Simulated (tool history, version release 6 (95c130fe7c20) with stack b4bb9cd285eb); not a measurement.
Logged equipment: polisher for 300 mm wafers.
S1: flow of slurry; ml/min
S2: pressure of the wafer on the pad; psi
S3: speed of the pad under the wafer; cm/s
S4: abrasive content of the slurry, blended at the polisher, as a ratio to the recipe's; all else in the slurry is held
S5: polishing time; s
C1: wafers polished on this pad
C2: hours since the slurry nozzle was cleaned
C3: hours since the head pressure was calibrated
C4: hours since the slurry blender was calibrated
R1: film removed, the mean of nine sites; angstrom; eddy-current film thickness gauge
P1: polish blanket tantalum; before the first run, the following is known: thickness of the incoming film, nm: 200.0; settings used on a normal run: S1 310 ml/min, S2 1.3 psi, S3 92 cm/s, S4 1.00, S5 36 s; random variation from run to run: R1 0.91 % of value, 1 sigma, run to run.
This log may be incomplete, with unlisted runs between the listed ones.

run 1 hour=9.5 | S1=310 S2=1.3 S3=92 S4=1.00 S5=36 | C1=775 C2=248.7 C3=130.4 C4=161.3 | R1=310.50
run 2 hour=21.2 | S1=310 S2=1.3 S3=92 S4=1.00 S5=36 | C1=847 C2=260.4 C3=142.1 C4=173.0 | R1=311.64
-- hour=23.8 head pressure recalibrated
run 3 hour=38.7 | S1=310 S2=1.3 S3=92 S4=1.45 S5=36 | C1=954 C2=277.9 C3=14.9 C4=190.5 | R1=340.24
run 4 hour=46.9 | S1=310 S2=1.3 S3=92 S4=1.00 S5=36 | C1=1005 C2=286.1 C3=23.1 C4=198.7 | R1=315.04
run 5 hour=56.7 | S1=420 S2=1.3 S3=92 S4=1.00 S5=54 | C1=1065 C2=295.9 C3=32.9 C4=208.5 | R1=479.54
run 6 hour=67.1 | S1=310 S2=1.3 S3=92 S4=1.00 S5=36 | C1=1129 C2=306.3 C3=43.3 C4=218.9 | R1=312.18
run 7 hour=81.8 | S1=310 S2=1.3 S3=92 S4=0.60 S5=36 | C1=1219 C2=321.0 C3=58.0 C4=233.6 | R1=258.55
run 8 hour=94.7 | S1=220 S2=1.3 S3=92 S4=1.00 S5=36 | C1=1299 C2=333.9 C3=70.9 C4=246.5 | R1=307.46
run 9 hour=110.9 | S1=310 S2=0.8 S3=92 S4=1.00 S5=36 | C1=1398 C2=350.1 C3=87.1 C4=262.7 | R1=193.53
run 10 hour=120.2 | S1=310 S2=2.0 S3=92 S4=1.00 S5=36 | C1=1456 C2=359.4 C3=96.4 C4=272.0 | R1=484.35
run 11 hour=130.0 | S1=310 S2=1.3 S3=92 S4=1.00 S5=36 | C1=1516 C2=369.2 C3=106.2 C4=281.8 | R1=312.57
run 12 hour=143.4 | S1=310 S2=1.3 S3=92 S4=1.00 S5=52 | C1=1598 C2=382.6 C3=119.6 C4=295.2 | R1=448.72
run 13 hour=158.0 | S1=310 S2=1.3 S3=136 S4=1.00 S5=36 | C1=1688 C2=397.2 C3=134.2 C4=309.8 | R1=465.33
run 14 hour=166.1 | S1=465 S2=1.3 S3=92 S4=1.00 S5=36 | C1=1738 C2=405.3 C3=142.3 C4=317.9 | R1=320.34
run 15 hour=179.7 | S1=310 S2=1.3 S3=50 S4=1.00 S5=36 | C1=1822 C2=418.9 C3=155.9 C4=331.5 | R1=168.95
run 16 hour=188.0 | S1=310 S2=1.3 S3=92 S4=1.00 S5=18 | C1=1873 C2=427.2 C3=164.2 C4=339.8 | R1=154.51
run 17 hour=205.7 | S1=310 S2=1.3 S3=92 S4=1.00 S5=36 | C1=1981 C2=444.9 C3=181.9 C4=357.5 | R1=313.68
run 18 hour=221.2 | S1=310 S2=1.3 S3=92 S4=1.00 S5=36 | C1=2077 C2=460.4 C3=197.4 C4=373.0 | R1=315.66
run 19 hour=230.5 | S1=310 S2=1.3 S3=92 S4=1.00 S5=36 | C1=2134 C2=469.7 C3=206.7 C4=382.3 | R1=304.37
run 20 hour=243.6 | S1=310 S2=1.3 S3=92 S4=1.00 S5=36 | C1=2215 C2=482.8 C3=219.8 C4=395.4 | R1=292.00
run 21 hour=254.6 | S1=310 S2=1.3 S3=92 S4=1.00 S5=36 | C1=2282 C2=493.8 C3=230.8 C4=406.4 | R1=280.86
-- hour=261.7 head pressure recalibrated
run 22 hour=271.8 | S1=310 S2=1.3 S3=92 S4=1.00 S5=36 | C1=2388 C2=511.0 C3=10.2 C4=423.6 | R1=285.13
run 23 hour=283.2 | S1=310 S2=1.3 S3=92 S4=1.00 S5=36 | C1=2458 C2=522.4 C3=21.6 C4=435.0 | R1=283.94
run 24 hour=294.8 | S1=310 S2=1.3 S3=92 S4=1.00 S5=36 | C1=2529 C2=534.0 C3=33.2 C4=446.6 | R1=276.79
run 25 hour=303.1 | S1=310 S2=1.3 S3=92 S4=1.00 S5=36 | C1=2580 C2=542.3 C3=41.5 C4=454.9 | R1=277.47
run 26 hour=310.8 | S1=310 S2=1.3 S3=92 S4=1.00 S5=36 | C1=2628 C2=550.0 C3=49.2 C4=462.6 | R1=275.71
run 27 hour=322.2 | S1=310 S2=1.3 S3=92 S4=1.00 S5=36 | C1=2698 C2=561.4 C3=60.6 C4=474.0 | R1=276.50

P1 has crept away from where it was. The log is fitted equally well by each of these 2 causes, at the sizes shown:
A: abrasive missing from the slurry, % = 30.7
B: removal rate lost through wear of the pad, % = 11.2
The onset of the drift is placed at about hour 221.2.
Why every other cause is out:
slurry flow missing at the pad, %: at most 40, which would move R1 by -5.6 %: too little, or the wrong way
head's pressure below its setpoint, %: serviced at hour 261.7, after the drift had started, without restoring the earlier output

Below are 4 check runs, each averaged over 3 wafers, with their results shown as question marks. Which of them would give clearly different results depending on which cause is behind the drift?
run check 1 hour=333.6 | S1=385 S2=1.3 S3=74 S4=1.00 S5=36 | R1=?
run check 2 hour=333.6 | S1=310 S2=0.8 S3=92 S4=1.00 S5=36 | R1=?
run check 3 hour=333.6 | S1=430 S2=1.3 S3=92 S4=1.00 S5=36 | R1=?
run check 4 hour=333.6 | S1=310 S2=1.3 S3=58 S4=0.60 S5=36 | R1=?

If the cause were each of the candidates in turn, the checks would give the following:
check=check_1 result=R1 if_A=226.52 if_B=226.61
check=check_2 result=R1 if_A=170.39 if_B=170.45
check=check_3 result=R1 if_A=283.71 if_B=283.82
check=check_4 result=R1 if_A=140.32 if_B=146.68
Gap, in per cent, between the two causes that each check separates least, read from the result that separates them most: check 1 0.04 %; check 2 0.04 %; check 3 0.04 %; check 4 4.44 %
Check 4 distinguishes between the causes, while the remaining checks would return nearly the same result for all of them.

Here is what check 4 returned: R1 146.73 angstrom. Which cause is it?

The correct cause is B, namely: removal rate lost through wear of the pad, %.
